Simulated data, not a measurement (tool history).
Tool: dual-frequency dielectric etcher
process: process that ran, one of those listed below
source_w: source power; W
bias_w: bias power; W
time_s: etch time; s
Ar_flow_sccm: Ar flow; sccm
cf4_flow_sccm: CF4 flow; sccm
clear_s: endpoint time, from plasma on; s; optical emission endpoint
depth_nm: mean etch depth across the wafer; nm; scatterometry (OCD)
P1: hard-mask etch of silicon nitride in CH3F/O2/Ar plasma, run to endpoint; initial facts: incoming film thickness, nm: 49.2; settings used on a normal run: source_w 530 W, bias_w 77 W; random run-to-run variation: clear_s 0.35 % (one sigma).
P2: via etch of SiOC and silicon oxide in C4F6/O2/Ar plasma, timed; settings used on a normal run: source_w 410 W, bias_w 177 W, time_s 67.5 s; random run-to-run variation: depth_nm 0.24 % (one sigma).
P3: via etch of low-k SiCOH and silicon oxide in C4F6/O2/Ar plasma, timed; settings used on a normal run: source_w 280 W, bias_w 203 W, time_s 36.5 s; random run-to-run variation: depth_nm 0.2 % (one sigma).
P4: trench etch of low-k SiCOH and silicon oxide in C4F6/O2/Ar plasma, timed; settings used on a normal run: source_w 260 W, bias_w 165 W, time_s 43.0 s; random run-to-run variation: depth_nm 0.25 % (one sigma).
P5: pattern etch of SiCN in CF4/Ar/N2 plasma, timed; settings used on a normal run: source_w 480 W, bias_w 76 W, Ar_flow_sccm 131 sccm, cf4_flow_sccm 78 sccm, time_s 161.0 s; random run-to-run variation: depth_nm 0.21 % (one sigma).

| run | hour | process | source_w | bias_w | time_s | Ar_flow_sccm | cf4_flow_sccm | clear_s | depth_nm |
|---|---|---|---|---|---|---|---|---|---|
| 1 | 4.6 | P1 | 530 | 77 |  |  |  | 62.139 |  |
| 2 | 8.4 | P2 | 410 | 111 | 67.5 |  |  |  | 65.294 |
| 3 | 14.6 | P1 | 430 | 101 |  |  |  | 61.083 |  |
| 4 | 21.7 | P5 | 330 | 76 | 161.0 | 131 | 78 |  | 106.390 |
| 5 | 27.3 | P3 | 280 | 203 | 36.5 |  |  |  | 78.728 |
| 6 | 32.6 | P5 | 480 | 76 | 161.0 | 131 | 78 |  | 146.260 |
| 7 | 38.5 | P4 | 260 | 165 | 43.0 |  |  |  | 116.820 |
| 8 | 45.3 | P3 | 280 | 281 | 36.5 |  |  |  | 88.358 |
| 9 | 49.5 | P1 | 530 | 54 |  |  |  | 70.114 |  |
| 10 | 54.6 | P4 | 260 | 165 | 64.5 |  |  |  | 174.020 |
| 11 | 61.7 | P1 | 530 | 77 |  |  |  | 62.108 |  |
| 12 | 66.8 | P5 | 480 | 102 | 161.0 | 131 | 78 |  | 163.570 |
| 13 | 71.8 | P1 | 660 | 77 |  |  |  | 57.099 |  |
| 14 | 79.2 | P4 | 260 | 209 | 43.0 |  |  |  | 125.470 |
| 15 | 83.8 | P1 | 420 | 102 |  |  |  | 61.003 |  |
| 16 | 90.6 | P1 | 530 | 77 |  |  |  | 62.262 |  |
| 17 | 94.4 | P1 | 530 | 92 |  |  |  | 58.269 |  |
| 18 | 99.1 | P1 | 380 | 77 |  |  |  | 70.537 |  |
| 19 | 103.0 | P5 | 480 | 76 | 161.0 | 131 | 78 |  | 146.840 |
| 20 | 106.9 | P3 | 280 | 203 | 20.5 |  |  |  | 44.519 |
| 21 | 111.6 | P4 | 200 | 165 | 43.0 |  |  |  | 105.330 |
| 22 | 119.8 | P5 | 480 | 76 | 161.0 | 131 | 94 |  | 150.800 |
| 23 | 125.7 | P4 | 260 | 165 | 43.0 |  |  |  | 116.320 |
| 24 | 131.3 | P1 | 530 | 77 |  |  |  | 62.652 |  |
| 25 | 139.3 | P2 | 410 | 177 | 67.5 |  |  |  | 75.531 |
| 26 | 146.0 | P3 | 370 | 203 | 36.5 |  |  |  | 87.484 |
| 27 | 150.7 | P2 | 410 | 177 | 90.0 |  |  |  | 100.420 |
| 28 | 157.7 | P5 | 480 | 76 | 220.0 | 131 | 78 |  | 200.960 |
| 29 | 162.8 | P1 | 670 | 51 |  |  |  | 64.829 |  |
| 30 | 167.1 | P2 | 250 | 177 | 67.5 |  |  |  | 62.156 |
| 31 | 172.1 | P5 | 480 | 76 | 161.0 | 88 | 78 |  | 155.950 |
| 32 | 179.7 | P1 | 530 | 77 |  |  |  | 62.019 |  |
| 33 | 185.5 | P1 | 530 | 77 |  |  |  | 62.367 |  |
| 34 | 190.4 | P1 | 530 | 77 |  |  |  | 62.520 |  |
| 35 | 197.3 | P1 | 530 | 77 |  |  |  | 62.534 |  |
| 36 | 205.2 | P1 | 530 | 77 |  |  |  | 62.849 |  |
|  | 207.0 | wet clean of the chamber |
| 37 | 209.2 | P1 | 530 | 77 |  |  |  | 63.119 |  |
| 38 | 217.7 | P1 | 530 | 77 |  |  |  | 63.082 |  |
| 39 | 225.4 | P1 | 530 | 77 |  |  |  | 63.145 |  |
| 40 | 231.9 | P1 | 530 | 77 |  |  |  | 63.097 |  |
| 41 | 239.8 | P1 | 530 | 77 |  |  |  | 63.109 |  |

P1 no longer gives what it gave before; its output has crept away from where it was. The following 2 causes, each at its listed size, fit the log equally well:
A: source power that arrives under what is set, % = 4.46
B: bias power that arrives under what is set, % = 4.99
At approximately hour 185.5, the process output began to creep.
Each remaining cause and why it is not a fit:
chamber walls in a state that lowers the etch rate, %: work on it at hour 207.0, done after the drift set in, did not restore what the process gave before

The check runs listed below each take one wafer, and their results are still question marks. Under which run would the listed causes lead to clearly different results?
| check 1 | 247.7 | P4 | 260 | 165 | 43.0 |  |  |  | ? |
| check 2 | 247.7 | P5 | 480 | 76 | 161.0 | 131 | 78 |  | ? |
| check 3 | 247.7 | P2 | 410 | 177 | 67.5 |  |  |  | ? |
| check 4 | 247.7 | P3 | 280 | 203 | 36.5 |  |  |  | ? |

Expected result of each check under each candidate cause:
| check | result | if A | if B |
|---|---|---|---|
| check 1 | depth_nm | 114.400 | 114.560 |
| check 2 | depth_nm | 141.140 | 144.230 |
| check 3 | depth_nm | 74.080 | 74.183 |
| check 4 | depth_nm | 77.591 | 77.637 |
Separation of the two closest causes in each check, using whichever result separates them best: check 1 0.14 %; check 2 2.17 %; check 3 0.14 %; check 4 0.06 %
Only in check 2 would the causes give clearly different results; in the remaining checks their results would be nearly the same.

With check 2 done, the readings were: depth_nm 141.150 nm. Identify which of the listed causes applies.

It is A: source power that arrives under what is set, %.
